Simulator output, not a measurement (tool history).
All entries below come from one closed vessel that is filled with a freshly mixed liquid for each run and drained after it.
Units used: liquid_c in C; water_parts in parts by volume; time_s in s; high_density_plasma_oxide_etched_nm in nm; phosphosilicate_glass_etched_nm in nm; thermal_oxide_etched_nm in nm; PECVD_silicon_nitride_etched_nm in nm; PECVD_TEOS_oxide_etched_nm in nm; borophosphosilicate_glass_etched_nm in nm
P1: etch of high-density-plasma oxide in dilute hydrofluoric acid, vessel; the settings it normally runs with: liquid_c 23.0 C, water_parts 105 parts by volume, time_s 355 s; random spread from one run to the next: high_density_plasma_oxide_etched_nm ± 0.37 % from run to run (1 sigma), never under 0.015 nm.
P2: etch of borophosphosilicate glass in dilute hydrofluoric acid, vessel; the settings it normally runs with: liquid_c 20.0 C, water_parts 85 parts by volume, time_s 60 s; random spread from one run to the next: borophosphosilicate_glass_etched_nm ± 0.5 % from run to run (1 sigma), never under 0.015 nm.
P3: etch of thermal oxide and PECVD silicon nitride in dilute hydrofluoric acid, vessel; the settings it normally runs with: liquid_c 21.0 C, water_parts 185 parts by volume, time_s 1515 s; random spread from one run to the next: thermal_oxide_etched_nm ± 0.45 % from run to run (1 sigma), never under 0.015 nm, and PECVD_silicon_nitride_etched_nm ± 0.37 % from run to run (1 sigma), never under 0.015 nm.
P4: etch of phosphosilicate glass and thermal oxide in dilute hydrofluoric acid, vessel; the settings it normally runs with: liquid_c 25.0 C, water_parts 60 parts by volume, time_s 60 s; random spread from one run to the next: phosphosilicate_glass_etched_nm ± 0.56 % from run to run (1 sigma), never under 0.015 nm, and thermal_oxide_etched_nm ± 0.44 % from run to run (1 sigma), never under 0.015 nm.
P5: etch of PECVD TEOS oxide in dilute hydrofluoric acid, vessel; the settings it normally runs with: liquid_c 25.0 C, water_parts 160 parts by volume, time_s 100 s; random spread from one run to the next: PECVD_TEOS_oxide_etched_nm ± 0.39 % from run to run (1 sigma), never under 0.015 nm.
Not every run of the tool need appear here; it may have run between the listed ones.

run    day  process  liquid_c  water_parts  time_s  hours since the thermometer was replaced  hours since the hydrofluoric acid flow meter was replaced  high_density_plasma_oxide_etched_nm  phosphosilicate_glass_etched_nm  thermal_oxide_etched_nm  PECVD_silicon_nitride_etched_nm  PECVD_TEOS_oxide_etched_nm  borophosphosilicate_glass_etched_nm
  1  0.421       P1      23.0          105     355                                     127.6                                                     1466.2                              20.8200
  2  0.950       P1      23.0          180     520                                     140.3                                                     1478.9                              16.3330
  3  1.383       P4      25.0           60      60                                     150.7                                                     1489.3                                                               125.410                   5.2466
  4  1.754       P3      21.0          185    2490                                     159.6                                                     1498.2                                                                                        49.9920                           28.221
  5  2.067       P3      21.0          185    1515                                     167.1                                                     1505.7                                                                                        30.2120                           17.204
  6  2.471       P5      25.0          160     100                                     176.8                                                     1515.4                                                                                                                                                     16.3670
  7  2.838       P3      17.0          185    1515                                     185.6                                                     1524.2                                                                                        25.7790                           13.184
  8  3.171       P1      28.5          105     355                                     193.6                                                     1532.2                              25.5940
  9  3.525       P5      25.0          275     100                                     202.1                                                     1540.7                                                                                                                                                      8.4010
 10  3.850       P1      23.0          105     355                                     209.9                                                     1548.5                              20.7010
 11  4.183       P1      23.0          105     520                                     217.9                                                     1556.5                              30.3820
 12  4.492       P1      23.0          105     355                                     225.3                                                     1563.9                              20.7110
 13  4.908       P1      23.0          105     355                                     235.3                                                     1573.9                              20.6500
 14  5.267       P1      23.0           65     355                                     243.9                                                     1582.5                              35.1140
 15  5.562       P4      25.0           60      30                                     251.0                                                     1589.6                                                                62.532                   2.6268
 16  5.908       P4      25.0          100      60                                     259.3                                                     1597.9                                                                71.871                   2.9688
 17  6.429       P3      21.0           85    1515                                     271.8                                                     1610.4                                                                                        73.4530                           36.802
 18  6.825       P3      21.0          185    1515                                     281.3                                                     1619.9                                                                                        30.3380                           17.137
 19  7.154       P2      25.5           85      60                                     289.2                                                     1627.8                                                                                                                                                                                           23.545
 20  7.442       P5      25.0          160     100                                     296.1                                                     1634.7                                                                                                                                                     16.3490
 21  7.992       P2      20.0           85      85                                     309.3                                                     1647.9                                                                                                                                                                                           26.228
 22  8.425       P5      25.0          160      30                                     319.7                                                     1658.3                                                                                                                                                      4.9606
 23  8.892       P4      19.5           60      60                                     330.9                                                     1669.5                                                               100.850                   4.1913
 24  9.271       P1      23.0           40     590                                     340.0                                                     1678.6                              98.2660
 25  9.646       P1      23.0          105     100                                     349.0                                                     1687.6                               5.8428
 26  9.988       P2      20.0           85      60                                     357.2                                                     1695.8                                                                                                                                                                                           18.806

Expected results for the next run?
 27  10.258       P1      23.0          170     355                                     363.7                                                     1702.3                                    ?

Run 27 produced high_density_plasma_oxide_etched_nm 11.9290 nm.
